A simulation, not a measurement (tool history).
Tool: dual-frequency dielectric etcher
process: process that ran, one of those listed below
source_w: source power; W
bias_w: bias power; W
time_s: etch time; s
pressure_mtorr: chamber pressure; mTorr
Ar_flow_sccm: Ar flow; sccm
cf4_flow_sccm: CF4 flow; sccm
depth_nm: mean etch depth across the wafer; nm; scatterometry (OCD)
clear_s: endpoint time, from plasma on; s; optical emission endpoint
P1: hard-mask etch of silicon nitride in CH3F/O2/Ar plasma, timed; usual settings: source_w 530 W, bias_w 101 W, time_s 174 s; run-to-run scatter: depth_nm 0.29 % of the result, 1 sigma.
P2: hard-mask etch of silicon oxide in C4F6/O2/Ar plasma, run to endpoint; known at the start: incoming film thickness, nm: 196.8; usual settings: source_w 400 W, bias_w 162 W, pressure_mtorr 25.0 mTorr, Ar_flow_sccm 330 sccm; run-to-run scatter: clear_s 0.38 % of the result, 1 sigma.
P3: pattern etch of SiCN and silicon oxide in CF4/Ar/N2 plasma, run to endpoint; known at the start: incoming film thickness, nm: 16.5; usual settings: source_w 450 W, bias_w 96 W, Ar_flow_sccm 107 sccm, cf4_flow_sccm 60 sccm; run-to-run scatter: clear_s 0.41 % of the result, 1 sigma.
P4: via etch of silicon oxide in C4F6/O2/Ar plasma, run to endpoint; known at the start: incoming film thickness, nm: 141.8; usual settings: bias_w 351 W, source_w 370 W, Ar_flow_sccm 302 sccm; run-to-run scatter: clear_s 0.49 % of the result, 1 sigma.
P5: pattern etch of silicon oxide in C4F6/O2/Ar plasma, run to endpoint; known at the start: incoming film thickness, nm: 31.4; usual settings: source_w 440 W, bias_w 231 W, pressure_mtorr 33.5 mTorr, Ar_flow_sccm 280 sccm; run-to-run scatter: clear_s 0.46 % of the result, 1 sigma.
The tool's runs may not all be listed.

{"run": 1, "hour": 12.0, "process": "P1", "source_w": 530, "bias_w": 101, "time_s": 174, "depth_nm": 146.8}
{"run": 2, "hour": 20.6, "process": "P1", "source_w": 530, "bias_w": 101, "time_s": 174, "depth_nm": 146.99}
{"run": 3, "hour": 30.6, "process": "P5", "source_w": 440, "bias_w": 231, "pressure_mtorr": 33.5, "Ar_flow_sccm": 280, "clear_s": 8.6977}
{"run": 4, "hour": 42.9, "process": "P4", "source_w": 370, "bias_w": 351, "Ar_flow_sccm": 200, "clear_s": 34.61}
{"run": 5, "hour": 56.5, "process": "P1", "source_w": 340, "bias_w": 101, "time_s": 174, "depth_nm": 124.37}
{"run": 6, "hour": 72.6, "process": "P1", "source_w": 530, "bias_w": 101, "time_s": 126, "depth_nm": 105.9}
{"run": 7, "hour": 88.3, "process": "P4", "source_w": 370, "bias_w": 265, "Ar_flow_sccm": 302, "clear_s": 40.337}
{"run": 8, "hour": 99.9, "process": "P1", "source_w": 530, "bias_w": 101, "time_s": 174, "depth_nm": 147.84}
{"run": 9, "hour": 113.7, "process": "P1", "source_w": 650, "bias_w": 101, "time_s": 174, "depth_nm": 158.39}
{"run": 10, "hour": 122.4, "process": "P3", "source_w": 450, "bias_w": 96, "Ar_flow_sccm": 62, "cf4_flow_sccm": 60, "clear_s": 17.005}
{"run": 11, "hour": 133.8, "process": "P5", "source_w": 440, "bias_w": 144, "pressure_mtorr": 33.5, "Ar_flow_sccm": 280, "clear_s": 10.109}
{"run": 12, "hour": 149.5, "process": "P2", "source_w": 400, "bias_w": 162, "pressure_mtorr": 32.5, "Ar_flow_sccm": 330, "clear_s": 65.193}
{"run": 13, "hour": 161.2, "process": "P1", "source_w": 530, "bias_w": 122, "time_s": 174, "depth_nm": 157.11}
{"run": 14, "hour": 170.1, "process": "P3", "source_w": 450, "bias_w": 96, "Ar_flow_sccm": 107, "cf4_flow_sccm": 60, "clear_s": 18.227}
{"run": 15, "hour": 179.0, "process": "P1", "source_w": 530, "bias_w": 124, "time_s": 214, "depth_nm": 195.13}
{"run": 16, "hour": 187.6, "process": "P1", "source_w": 530, "bias_w": 74, "time_s": 174, "depth_nm": 131.46}
{"run": 17, "hour": 204.4, "process": "P1", "source_w": 530, "bias_w": 101, "time_s": 174, "depth_nm": 147.29}
{"run": 18, "hour": 220.6, "process": "P5", "source_w": 290, "bias_w": 231, "pressure_mtorr": 33.5, "Ar_flow_sccm": 280, "clear_s": 10.292}
{"run": 19, "hour": 237.2, "process": "P2", "source_w": 400, "bias_w": 162, "pressure_mtorr": 25.0, "Ar_flow_sccm": 464, "clear_s": 65.259}
{"run": 20, "hour": 255.1, "process": "P1", "source_w": 530, "bias_w": 101, "time_s": 174, "depth_nm": 146.87}
{"run": 21, "hour": 266.0, "process": "P2", "source_w": 520, "bias_w": 162, "pressure_mtorr": 25.0, "Ar_flow_sccm": 330, "clear_s": 56.82}
{"run": 22, "hour": 275.5, "process": "P3", "source_w": 450, "bias_w": 96, "Ar_flow_sccm": 107, "cf4_flow_sccm": 36, "clear_s": 19.658}
{"run": 23, "hour": 286.9, "process": "P4", "source_w": 370, "bias_w": 351, "Ar_flow_sccm": 302, "clear_s": 36.37}
{"run": 24, "hour": 296.3, "process": "P1", "source_w": 530, "bias_w": 101, "time_s": 174, "depth_nm": 145.86}
{"run": 25, "hour": 306.7, "process": "P5", "source_w": 440, "bias_w": 231, "pressure_mtorr": 45.5, "Ar_flow_sccm": 280, "clear_s": 8.9697}
{"run": 26, "hour": 320.8, "process": "P3", "source_w": 450, "bias_w": 114, "Ar_flow_sccm": 107, "cf4_flow_sccm": 60, "clear_s": 17.027}
{"run": 27, "hour": 330.8, "process": "P2", "source_w": 400, "bias_w": 228, "pressure_mtorr": 25.0, "Ar_flow_sccm": 330, "clear_s": 56.627}
{"run": 28, "hour": 340.6, "process": "P4", "source_w": 510, "bias_w": 351, "Ar_flow_sccm": 302, "clear_s": 32.104}
{"run": 29, "hour": 355.1, "process": "P3", "source_w": 530, "bias_w": 96, "Ar_flow_sccm": 107, "cf4_flow_sccm": 60, "clear_s": 15.798}

Forecast run 30:
{"run": 30, "hour": 374.3, "process": "P5", "source_w": 440, "bias_w": 231, "pressure_mtorr": 33.5, "Ar_flow_sccm": 163, "clear_s": "?"}

clear_s: 8.1584 s
